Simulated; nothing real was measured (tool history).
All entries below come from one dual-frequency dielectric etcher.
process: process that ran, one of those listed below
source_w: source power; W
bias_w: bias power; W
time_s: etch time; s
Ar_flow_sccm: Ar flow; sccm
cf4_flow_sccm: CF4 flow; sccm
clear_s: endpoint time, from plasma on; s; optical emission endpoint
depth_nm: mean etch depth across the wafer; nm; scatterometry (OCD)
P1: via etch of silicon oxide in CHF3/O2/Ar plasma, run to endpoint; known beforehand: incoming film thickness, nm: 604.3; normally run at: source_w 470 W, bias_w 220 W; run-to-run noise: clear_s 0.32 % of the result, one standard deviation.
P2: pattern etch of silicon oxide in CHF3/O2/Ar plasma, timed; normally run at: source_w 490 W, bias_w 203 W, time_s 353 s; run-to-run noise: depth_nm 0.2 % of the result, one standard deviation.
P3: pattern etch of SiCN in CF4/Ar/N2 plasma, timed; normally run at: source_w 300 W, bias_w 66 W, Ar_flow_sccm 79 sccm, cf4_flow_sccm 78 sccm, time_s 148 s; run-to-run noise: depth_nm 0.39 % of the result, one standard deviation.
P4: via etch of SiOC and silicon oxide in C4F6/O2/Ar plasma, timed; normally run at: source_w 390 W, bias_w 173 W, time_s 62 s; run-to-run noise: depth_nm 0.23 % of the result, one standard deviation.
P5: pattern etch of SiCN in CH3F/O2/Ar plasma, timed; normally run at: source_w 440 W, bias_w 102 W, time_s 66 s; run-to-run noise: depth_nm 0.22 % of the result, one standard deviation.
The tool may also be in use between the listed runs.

run,hour,process,source_w,bias_w,time_s,Ar_flow_sccm,cf4_flow_sccm,hours since the last wet clean,hours since the last source power generator calibration,hours since the last bias power generator calibration,clear_s,depth_nm
1,8.8,P1,470,220,,,,432.7,537.6,1744.7,313.54,
2,23.9,P1,290,136,,,,447.8,552.7,1759.8,449.66,
3,32.1,P5,440,102,95,,,456,560.9,1768,,43.143
4,47.2,P2,390,203,353,,,471.1,576,1783.1,,612.05
5,57.1,P5,440,61,66,,,481,585.9,1793,,24.929
6,74.3,P3,300,66,148,100,78,498.2,603.1,1810.2,,86.834
7,89.2,P3,300,66,183.5,79,78,513.1,618,1825.1,,111.01
8,106.6,P1,470,220,,,,530.5,635.4,1842.5,316.27,
9,123.1,P4,390,101,62,,,547,651.9,1859,,58.798
10,137.4,P3,300,66,148,79,101,561.3,666.2,1873.3,,92.391
11,144.9,P1,380,220,,,,568.8,673.7,1880.8,341.49,
12,159.2,P1,470,298,,,,583.1,688,1895.1,282.76,
13,171.4,P1,470,220,,,,595.3,700.2,1907.3,316.91,
14,180.8,P2,490,257,353,,,604.7,709.6,1916.7,,726.11
15,190.6,P4,390,173,62,,,614.5,719.4,1926.5,,69.436
16,204.5,P2,490,203,353,,,628.4,733.3,1940.4,,670.72
17,217.3,P1,360,298,,,,641.2,746.1,1953.2,311.65,
18,229.9,P5,600,102,66,,,653.8,758.7,1965.8,,33.671
19,243.4,P1,470,220,,,,667.3,772.2,1979.3,315.84,
20,251.4,P1,470,220,,,,675.3,780.2,1987.3,316.01,
21,268.8,P1,470,171,,,,692.7,797.6,2004.7,344.84,
22,278.5,P4,390,173,37.5,,,702.4,807.3,2014.4,,41.944
23,289.8,P1,470,220,,,,713.7,818.6,2025.7,314.88,
24,301.6,P1,650,220,,,,725.5,830.4,2037.5,280.93,
25,317.7,P2,490,203,250,,,741.6,846.5,2053.6,,474.64
26,331.1,P4,230,173,62,,,755,859.9,2067,,56.494
27,348,P5,440,102,66,,,771.9,876.8,2083.9,,30.109
28,360.4,P3,300,92,148,79,78,784.3,889.2,2096.3,,100.45
29,370.3,P3,300,66,148,79,78,794.2,899.1,2106.2,,89.427
30,380.8,P5,440,102,66,,,804.7,909.6,2116.7,,30.103
31,390.5,P1,370,301,,,,814.4,919.3,2126.4,307.27,
32,398.6,P4,390,173,62,,,822.5,927.4,2134.5,,69.4
33,413.9,P3,390,66,148,79,78,837.8,942.7,2149.8,,112.88
34,425.8,P1,470,220,,,,849.7,954.6,2161.7,316.73,
35,433.8,P1,470,220,,,,857.7,962.6,2169.7,318.68,
36,448.5,P1,470,220,,,,872.4,977.3,2184.4,318.69,
# hour 457.8: wet clean of the chamber
37,463.3,P1,470,220,,,,5.6,992.1,2199.2,321.64,
38,474.8,P1,470,220,,,,17.1,1003.6,2210.7,319.72,
39,482.9,P1,470,220,,,,25.2,1011.7,2218.8,320.75,
40,493.7,P1,470,220,,,,36,1022.5,2229.6,321.56,
41,508.4,P1,470,220,,,,50.7,1037.2,2244.3,319.93,

Compared with where it was, what P1 gives has crept away. Each cause listed below fits the log as well as the rest, at the size given for it:
A: source power that arrives under what is set, % = 4.14
B: bias power that arrives under what is set, % = 4.4
The onset of the drift is placed at about hour 425.8.
Every other cause this tool's parts could produce, and why it does not fit the log:
chamber walls in a state that lowers the etch rate, %: serviced at hour 457.8, which brought nothing back

Which of the check runs below tells the causes apart, meaning the causes would give it clearly different results? Each run uses 2 wafers whose results are averaged, and each result is shown as a question mark.
check 1,523.1,P4,390,173,62,,,,,,,?
check 2,523.1,P3,300,66,148,79,78,,,,,?
check 3,523.1,P5,440,102,66,,,,,,,?
check 4,523.1,P2,490,203,353,,,,,,,?

Expected result of each check under each candidate cause:
check,result,if A,if B
check 1,depth_nm,68.246,68.388
check 2,depth_nm,86.207,88.155
check 3,depth_nm,29.618,29.581
check 4,depth_nm,657.74,657.97
Separation of the two closest causes in each check, using whichever result separates them best: check 1 0.21 %; check 2 2.24 %; check 3 0.13 %; check 4 0.04 %
Of the check runs offered, only check 2 discriminates between the causes; the rest would read about the same regardless of which cause applies.

With check 2 done, the readings were: depth_nm 88.11 nm. Identify which of the listed causes applies.

Of the candidate causes, it is B: bias power that arrives under what is set, %.
